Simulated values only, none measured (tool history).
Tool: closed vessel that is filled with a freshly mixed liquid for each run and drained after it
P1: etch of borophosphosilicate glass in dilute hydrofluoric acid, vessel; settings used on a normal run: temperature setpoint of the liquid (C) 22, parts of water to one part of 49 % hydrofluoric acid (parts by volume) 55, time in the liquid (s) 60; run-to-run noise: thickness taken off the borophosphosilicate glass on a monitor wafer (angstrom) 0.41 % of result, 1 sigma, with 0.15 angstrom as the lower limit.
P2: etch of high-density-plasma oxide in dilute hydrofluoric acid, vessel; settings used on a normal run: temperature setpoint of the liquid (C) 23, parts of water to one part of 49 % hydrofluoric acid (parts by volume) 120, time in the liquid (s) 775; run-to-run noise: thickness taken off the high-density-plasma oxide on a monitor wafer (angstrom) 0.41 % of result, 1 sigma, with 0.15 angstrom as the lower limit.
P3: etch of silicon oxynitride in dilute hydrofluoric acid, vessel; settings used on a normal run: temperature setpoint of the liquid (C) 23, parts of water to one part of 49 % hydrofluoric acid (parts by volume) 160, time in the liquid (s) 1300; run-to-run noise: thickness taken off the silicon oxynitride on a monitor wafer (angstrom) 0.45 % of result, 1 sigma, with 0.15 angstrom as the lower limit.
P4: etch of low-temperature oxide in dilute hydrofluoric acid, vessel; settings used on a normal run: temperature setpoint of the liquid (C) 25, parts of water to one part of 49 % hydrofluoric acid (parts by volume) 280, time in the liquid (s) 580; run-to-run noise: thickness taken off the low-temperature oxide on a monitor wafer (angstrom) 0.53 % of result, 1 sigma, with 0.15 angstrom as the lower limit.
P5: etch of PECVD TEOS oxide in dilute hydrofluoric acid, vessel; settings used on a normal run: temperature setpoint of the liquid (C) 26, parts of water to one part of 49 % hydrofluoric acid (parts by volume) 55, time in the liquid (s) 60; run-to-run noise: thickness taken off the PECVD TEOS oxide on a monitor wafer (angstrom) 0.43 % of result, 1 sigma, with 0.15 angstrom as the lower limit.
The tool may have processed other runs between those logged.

run,day,process that ran,temperature setpoint of the liquid (C),parts of water to one part of 49 % hydrofluoric acid (parts by volume),time in the liquid (s),hours since the thermometer was replaced,hours since the hydrofluoric acid flow meter was replaced,thickness taken off the borophosphosilicate glass on a monitor wafer (angstrom),thickness taken off the PECVD TEOS oxide on a monitor wafer (angstrom),thickness taken off the silicon oxynitride on a monitor wafer (angstrom),thickness taken off the low-temperature oxide on a monitor wafer (angstrom),thickness taken off the high-density-plasma oxide on a monitor wafer (angstrom)
1,0.312,P1,22,55,60,960.6,972.9,402.4,,,,
2,0.85,P5,26,55,60,973.5,985.8,,148.67,,,
3,1.304,P3,23,160,1300,984.4,996.7,,,237.85,,
4,1.817,P1,22,55,30,996.7,1009,203.86,,,,
5,2.283,P1,18,55,60,1007.9,1020.2,343.96,,,,
6,2.621,P1,22,100,60,1016,1028.3,212.18,,,,
7,3.108,P1,22,55,60,1027.7,1040,406.66,,,,
8,3.642,P3,23,160,1300,1040.5,1052.8,,,237.07,,
9,4.15,P1,22,55,60,1052.7,1065,405.52,,,,
10,4.488,P1,22,55,60,1060.8,1073.1,405.83,,,,
11,4.921,P4,25,280,580,1071.2,1083.5,,,,264.97,
12,5.317,P5,26,100,60,1080.7,1093,,76.811,,,
13,5.808,P3,17,160,1300,1092.5,1104.8,,,178.56,,
14,6.383,P4,25,495,580,1106.3,1118.6,,,,120.66,
15,6.812,P3,23,160,2540,1116.6,1128.9,,,459.64,,
16,7.096,P1,22,55,110,1123.4,1135.7,745.84,,,,
17,7.454,P2,17.5,120,775,1132,1144.3,,,,,404.82
18,7.838,P4,25,280,890,1141.2,1153.5,,,,402.67,
19,8.35,P4,17.5,280,580,1153.5,1165.8,,,,201.76,
20,8.85,P1,22,35,60,1165.5,1177.8,652.04,,,,
21,9.354,P1,22,55,60,1177.6,1189.9,405.67,,,,
22,9.75,P2,23,120,225,1187.1,1199.4,,,,,147.32
23,10.154,P2,23,25,775,1196.8,1209.1,,,,,2739.3
24,10.433,P2,23,120,775,1203.5,1215.8,,,,,510.93
25,10.688,P1,22,55,60,1209.6,1221.9,403.27,,,,
26,11.071,P1,29.5,55,60,1218.8,1231.1,549.43,,,,
# day 11.4: thermometer replaced
27,11.412,P1,28.5,20,60,0.3,1239.3,1530.7,,,,
28,11.783,P5,26,55,30,9.2,1248.2,,74.849,,,

Run 29 is up next; what results do you expect?
29,12.1,P1,22,55,60,16.8,1255.8,?,,,,

thickness taken off the borophosphosilicate glass on a monitor wafer (angstrom): 406.08
